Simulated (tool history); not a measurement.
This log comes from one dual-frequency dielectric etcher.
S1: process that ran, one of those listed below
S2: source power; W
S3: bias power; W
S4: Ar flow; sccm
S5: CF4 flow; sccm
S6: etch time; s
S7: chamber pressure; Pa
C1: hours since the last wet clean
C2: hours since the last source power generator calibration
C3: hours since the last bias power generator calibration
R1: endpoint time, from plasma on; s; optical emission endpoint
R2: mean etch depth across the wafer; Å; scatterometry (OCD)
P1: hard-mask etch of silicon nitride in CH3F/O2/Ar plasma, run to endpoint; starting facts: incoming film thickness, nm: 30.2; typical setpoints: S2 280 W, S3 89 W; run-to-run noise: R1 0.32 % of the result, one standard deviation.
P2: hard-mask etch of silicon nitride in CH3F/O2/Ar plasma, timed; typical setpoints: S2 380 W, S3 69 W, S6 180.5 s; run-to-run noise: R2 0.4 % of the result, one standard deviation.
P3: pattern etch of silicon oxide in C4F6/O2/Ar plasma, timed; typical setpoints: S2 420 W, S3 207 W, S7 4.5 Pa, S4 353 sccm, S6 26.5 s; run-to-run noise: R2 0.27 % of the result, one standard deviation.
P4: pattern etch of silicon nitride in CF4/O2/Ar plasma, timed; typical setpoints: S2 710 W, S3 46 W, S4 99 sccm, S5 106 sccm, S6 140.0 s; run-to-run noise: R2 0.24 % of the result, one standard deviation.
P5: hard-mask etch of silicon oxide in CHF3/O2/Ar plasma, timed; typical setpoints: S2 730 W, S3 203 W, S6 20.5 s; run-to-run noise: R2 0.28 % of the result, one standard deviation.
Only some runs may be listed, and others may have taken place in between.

{"run": 1, "hour": 5.7, "S1": "P1", "S2": 280, "S3": 89, "C1": 115.2, "C2": 338.3, "C3": 2068.3, "R1": 45.055}
{"run": 2, "hour": 15.8, "S1": "P4", "S2": 710, "S3": 46, "S4": 99, "S5": 128, "S6": 140.0, "C1": 125.3, "C2": 348.4, "C3": 2078.4, "R2": 3552.0}
{"run": 3, "hour": 24.6, "S1": "P1", "S2": 160, "S3": 89, "C1": 134.1, "C2": 357.2, "C3": 2087.2, "R1": 55.385}
{"run": 4, "hour": 29.6, "S1": "P2", "S2": 380, "S3": 43, "S6": 180.5, "C1": 139.1, "C2": 362.2, "C3": 2092.2, "R2": 1056.3}
{"run": 5, "hour": 37.8, "S1": "P4", "S2": 710, "S3": 46, "S4": 72, "S5": 106, "S6": 140.0, "C1": 147.3, "C2": 370.4, "C3": 2100.4, "R2": 3584.2}
{"run": 6, "hour": 46.1, "S1": "P3", "S2": 420, "S3": 207, "S4": 353, "S6": 20.0, "S7": 4.5, "C1": 155.6, "C2": 378.7, "C3": 2108.7, "R2": 634.94}
{"run": 7, "hour": 53.9, "S1": "P1", "S2": 280, "S3": 124, "C1": 163.4, "C2": 386.5, "C3": 2116.5, "R1": 40.062}
{"hour": 54.2, "done": "bias power generator calibrated"}
{"run": 8, "hour": 58.8, "S1": "P5", "S2": 730, "S3": 118, "S6": 20.5, "C1": 168.3, "C2": 391.4, "C3": 4.7, "R2": 386.57}
{"run": 9, "hour": 64.3, "S1": "P1", "S2": 330, "S3": 89, "C1": 173.8, "C2": 396.9, "C3": 10.2, "R1": 42.27}
{"run": 10, "hour": 74.9, "S1": "P2", "S2": 380, "S3": 69, "S6": 180.5, "C1": 184.4, "C2": 407.5, "C3": 20.8, "R2": 1228.5}
{"run": 11, "hour": 82.0, "S1": "P4", "S2": 710, "S3": 61, "S4": 99, "S5": 106, "S6": 140.0, "C1": 191.5, "C2": 414.6, "C3": 27.9, "R2": 3848.7}
{"run": 12, "hour": 89.9, "S1": "P1", "S2": 280, "S3": 89, "C1": 199.4, "C2": 422.5, "C3": 35.8, "R1": 45.198}
{"run": 13, "hour": 95.5, "S1": "P2", "S2": 380, "S3": 69, "S6": 261.0, "C1": 205.0, "C2": 428.1, "C3": 41.4, "R2": 1780.8}
{"run": 14, "hour": 101.3, "S1": "P3", "S2": 420, "S3": 207, "S4": 353, "S6": 26.5, "S7": 6.4, "C1": 210.8, "C2": 433.9, "C3": 47.2, "R2": 804.65}
{"run": 15, "hour": 110.7, "S1": "P5", "S2": 730, "S3": 203, "S6": 26.0, "C1": 220.2, "C2": 443.3, "C3": 56.6, "R2": 587.85}
{"run": 16, "hour": 116.3, "S1": "P4", "S2": 710, "S3": 46, "S4": 99, "S5": 106, "S6": 189.5, "C1": 225.8, "C2": 448.9, "C3": 62.2, "R2": 4704.4}
{"run": 17, "hour": 125.1, "S1": "P1", "S2": 280, "S3": 89, "C1": 234.6, "C2": 457.7, "C3": 71.0, "R1": 44.937}
{"run": 18, "hour": 131.8, "S1": "P2", "S2": 380, "S3": 69, "S6": 180.5, "C1": 241.3, "C2": 464.4, "C3": 77.7, "R2": 1238.9}
{"run": 19, "hour": 140.0, "S1": "P5", "S2": 730, "S3": 203, "S6": 20.5, "C1": 249.5, "C2": 472.6, "C3": 85.9, "R2": 462.18}
{"run": 20, "hour": 145.3, "S1": "P3", "S2": 420, "S3": 207, "S4": 353, "S6": 26.5, "S7": 4.5, "C1": 254.8, "C2": 477.9, "C3": 91.2, "R2": 841.77}
{"run": 21, "hour": 155.4, "S1": "P3", "S2": 510, "S3": 207, "S4": 353, "S6": 26.5, "S7": 4.5, "C1": 264.9, "C2": 488.0, "C3": 101.3, "R2": 910.32}
{"run": 22, "hour": 165.8, "S1": "P2", "S2": 240, "S3": 69, "S6": 180.5, "C1": 275.3, "C2": 498.4, "C3": 111.7, "R2": 1042.2}
{"run": 23, "hour": 174.4, "S1": "P3", "S2": 420, "S3": 207, "S4": 238, "S6": 26.5, "S7": 4.5, "C1": 283.9, "C2": 507.0, "C3": 120.3, "R2": 875.95}
{"run": 24, "hour": 183.2, "S1": "P4", "S2": 850, "S3": 46, "S4": 99, "S5": 106, "S6": 140.0, "C1": 292.7, "C2": 515.8, "C3": 129.1, "R2": 4071.8}
{"run": 25, "hour": 191.6, "S1": "P1", "S2": 280, "S3": 89, "C1": 301.1, "C2": 524.2, "C3": 137.5, "R1": 45.152}
{"run": 26, "hour": 198.0, "S1": "P3", "S2": 420, "S3": 270, "S4": 353, "S6": 26.5, "S7": 4.5, "C1": 307.5, "C2": 530.6, "C3": 143.9, "R2": 920.49}
{"hour": 205.0, "done": "wet clean of the chamber"}
{"run": 27, "hour": 205.9, "S1": "P5", "S2": 990, "S3": 203, "S6": 20.5, "C1": 0.9, "C2": 538.5, "C3": 151.8, "R2": 518.33}
{"run": 28, "hour": 213.1, "S1": "P1", "S2": 280, "S3": 89, "C1": 8.1, "C2": 545.7, "C3": 159.0, "R1": 45.165}
{"run": 29, "hour": 218.8, "S1": "P4", "S2": 710, "S3": 46, "S4": 99, "S5": 106, "S6": 140.0, "C1": 13.8, "C2": 551.4, "C3": 164.7, "R2": 3476.2}
{"run": 30, "hour": 226.8, "S1": "P1", "S2": 390, "S3": 67, "C1": 21.8, "C2": 559.4, "C3": 172.7, "R1": 44.033}
{"run": 31, "hour": 236.4, "S1": "P1", "S2": 280, "S3": 65, "C1": 31.4, "C2": 569.0, "C3": 182.3, "R1": 50.565}
{"run": 32, "hour": 247.0, "S1": "P1", "S2": 280, "S3": 89, "C1": 42.0, "C2": 579.6, "C3": 192.9, "R1": 45.064}
{"run": 33, "hour": 257.6, "S1": "P1", "S2": 280, "S3": 89, "C1": 52.6, "C2": 590.2, "C3": 203.5, "R1": 45.15}
{"run": 34, "hour": 263.0, "S1": "P1", "S2": 280, "S3": 89, "C1": 58.0, "C2": 595.6, "C3": 208.9, "R1": 45.19}
{"run": 35, "hour": 270.9, "S1": "P1", "S2": 280, "S3": 89, "C1": 65.9, "C2": 603.5, "C3": 216.8, "R1": 44.808}
{"run": 36, "hour": 279.1, "S1": "P1", "S2": 280, "S3": 89, "C1": 74.1, "C2": 611.7, "C3": 225.0, "R1": 44.977}
{"run": 37, "hour": 286.8, "S1": "P1", "S2": 280, "S3": 89, "C1": 81.8, "C2": 619.4, "C3": 232.7, "R1": 44.476}
{"run": 38, "hour": 297.1, "S1": "P1", "S2": 280, "S3": 89, "C1": 92.1, "C2": 629.7, "C3": 243.0, "R1": 44.52}
{"run": 39, "hour": 306.1, "S1": "P1", "S2": 280, "S3": 89, "C1": 101.1, "C2": 638.7, "C3": 252.0, "R1": 44.472}
{"run": 40, "hour": 312.9, "S1": "P1", "S2": 280, "S3": 89, "C1": 107.9, "C2": 645.5, "C3": 258.8, "R1": 44.473}
{"run": 41, "hour": 319.8, "S1": "P1", "S2": 280, "S3": 89, "C1": 114.8, "C2": 652.4, "C3": 265.7, "R1": 44.344}
{"hour": 323.8, "done": "wet clean of the chamber"}
{"run": 42, "hour": 330.3, "S1": "P1", "S2": 280, "S3": 89, "C1": 6.6, "C2": 662.9, "C3": 276.2, "R1": 44.662}
{"run": 43, "hour": 338.9, "S1": "P1", "S2": 280, "S3": 89, "C1": 15.2, "C2": 671.5, "C3": 284.8, "R1": 44.309}
{"run": 44, "hour": 346.6, "S1": "P1", "S2": 280, "S3": 89, "C1": 22.9, "C2": 679.2, "C3": 292.5, "R1": 44.253}

What P1 gives has crept off from where it sat before. The 2 causes that follow fit the log equally well, each at the size noted:
A: bias power that arrives over what is set, % = 4.49
B: source power that arrives over what is set, % = 4.45
At approximately hour 257.6, the process output began to creep.
What rules out each remaining cause:
chamber walls in a state that raises the etch rate, %: serviced at hour 323.8, which brought nothing back

The check runs listed below each take one wafer, and their results are still question marks. Under which run would the listed causes lead to clearly different results?
{"run": "check 1", "hour": 354.3, "S1": "P4", "S2": 710, "S3": 46, "S4": 99, "S5": 106, "S6": 140.0, "R2": "?"}
{"run": "check 2", "hour": 354.3, "S1": "P5", "S2": 730, "S3": 203, "S6": 20.5, "R2": "?"}
{"run": "check 3", "hour": 354.3, "S1": "P2", "S2": 380, "S3": 69, "S6": 180.5, "R2": "?"}
{"run": "check 4", "hour": 354.3, "S1": "P3", "S2": 420, "S3": 207, "S4": 353, "S6": 26.5, "S7": 4.5, "R2": "?"}

If the cause were each of the candidates in turn, the checks would give the following:
check=check_1 result=R2 if_A=3520.00 if_B=3600.30
check=check_2 result=R2 if_A=468.96 if_B=469.73
check=check_3 result=R2 if_A=1256.30 if_B=1258.10
check=check_4 result=R2 if_A=851.99 if_B=854.16
Per-check spread between the two closest causes, in the result where they differ most: check 1 2.26 %; check 2 0.16 %; check 3 0.15 %; check 4 0.25 %
Check 1 distinguishes between the causes, while the remaining checks would return nearly the same result for all of them.

Then check 1 was run and gave: R2 3601.40 Å. Which cause is it?

The correct cause is B, namely: source power that arrives over what is set, %.
